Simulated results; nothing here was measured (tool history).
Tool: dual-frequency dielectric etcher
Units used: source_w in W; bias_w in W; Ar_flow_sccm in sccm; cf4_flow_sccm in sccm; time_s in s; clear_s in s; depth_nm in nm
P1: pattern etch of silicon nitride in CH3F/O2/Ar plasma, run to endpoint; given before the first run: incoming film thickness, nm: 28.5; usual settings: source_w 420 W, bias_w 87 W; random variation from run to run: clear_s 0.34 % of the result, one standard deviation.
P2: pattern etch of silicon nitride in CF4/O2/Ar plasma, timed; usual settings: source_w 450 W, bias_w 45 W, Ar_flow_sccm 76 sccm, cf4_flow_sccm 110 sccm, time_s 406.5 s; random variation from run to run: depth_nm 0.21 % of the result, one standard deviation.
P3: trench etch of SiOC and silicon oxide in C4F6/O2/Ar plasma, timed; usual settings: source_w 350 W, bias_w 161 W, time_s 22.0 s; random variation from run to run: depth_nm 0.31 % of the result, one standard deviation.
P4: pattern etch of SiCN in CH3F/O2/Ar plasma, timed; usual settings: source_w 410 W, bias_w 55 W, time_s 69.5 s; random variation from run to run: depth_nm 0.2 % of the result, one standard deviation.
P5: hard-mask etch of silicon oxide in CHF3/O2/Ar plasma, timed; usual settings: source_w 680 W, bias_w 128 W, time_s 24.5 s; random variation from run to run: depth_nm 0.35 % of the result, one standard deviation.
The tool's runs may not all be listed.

| run | day | process | source_w | bias_w | Ar_flow_sccm | cf4_flow_sccm | time_s | hours since the last wet clean | hours since the last source power generator calibration | hours since the last bias power generator calibration | clear_s | depth_nm |
|---|---|---|---|---|---|---|---|---|---|---|---|---|
| 1 | 0.438 | P1 | 420 | 87 |  |  |  | 264.3 | 583.7 | 1843.8 | 37.504 |  |
| 2 | 0.692 | P2 | 450 | 45 | 55 | 110 | 406.5 | 270.4 | 589.8 | 1849.9 |  | 728.480 |
| 3 | 1.029 | P1 | 510 | 87 |  |  |  | 278.5 | 597.9 | 1858.0 | 34.744 |  |
| 4 | 1.342 | P1 | 420 | 87 |  |  |  | 286.0 | 605.4 | 1865.5 | 37.389 |  |
| 5 | 1.638 | P3 | 350 | 161 |  |  | 12.0 | 293.1 | 612.5 | 1872.6 |  | 21.840 |
| 6 | 1.925 | P3 | 350 | 99 |  |  | 22.0 | 300.0 | 619.4 | 1879.5 |  | 34.775 |
| 7 | 2.271 | P5 | 530 | 128 |  |  | 24.5 | 308.3 | 627.7 | 1887.8 |  | 42.739 |
| 8 | 2.733 | P1 | 420 | 87 |  |  |  | 319.4 | 638.8 | 1898.9 | 37.038 |  |
| 9 | 3.012 | P1 | 420 | 124 |  |  |  | 326.1 | 645.5 | 1905.6 | 32.747 |  |
| 10 | 3.338 | P1 | 420 | 87 |  |  |  | 333.9 | 653.3 | 1913.4 | 37.214 |  |
| 11 | 3.900 | P1 | 300 | 104 |  |  |  | 347.4 | 666.8 | 1926.9 | 39.531 |  |
| 12 | 4.217 | P5 | 680 | 174 |  |  | 24.5 | 355.0 | 674.4 | 1934.5 |  | 51.678 |
| 13 | 4.762 | P1 | 420 | 87 |  |  |  | 368.1 | 687.5 | 1947.6 | 37.331 |  |
| 14 | 5.208 | P2 | 450 | 29 | 76 | 110 | 406.5 | 378.8 | 698.2 | 1958.3 |  | 608.430 |
| 15 | 5.733 | P1 | 300 | 87 |  |  |  | 391.4 | 710.8 | 1970.9 | 42.127 |  |
| 16 | 6.046 | P1 | 420 | 87 |  |  |  | 398.9 | 718.3 | 1978.4 | 37.137 |  |
| 17 | 6.575 | P3 | 350 | 161 |  |  | 22.0 | 411.6 | 731.0 | 1991.1 |  | 40.209 |
| 18 | 6.875 | P5 | 680 | 128 |  |  | 36.0 | 418.8 | 738.2 | 1998.3 |  | 69.150 |
| 19 | 7.129 | P1 | 490 | 57 |  |  |  | 424.9 | 744.3 | 2004.4 | 40.581 |  |
| 20 | 7.683 | P1 | 290 | 54 |  |  |  | 438.2 | 757.6 | 2017.7 | 50.687 |  |
| 21 | 8.188 | P3 | 420 | 161 |  |  | 22.0 | 450.3 | 769.7 | 2029.8 |  | 43.267 |
| 22 | 8.508 | P4 | 410 | 36 |  |  | 69.5 | 458.0 | 777.4 | 2037.5 |  | 21.467 |
| 23 | 9.062 | P4 | 570 | 55 |  |  | 69.5 | 471.3 | 790.7 | 2050.8 |  | 27.773 |

The next listed run, before its measurement:
| 24 | 9.458 | P2 | 450 | 45 | 76 | 110 | 406.5 | 480.8 | 800.2 | 2060.3 |  | ? |

For run 24 the tool returned depth_nm 704.280 nm.
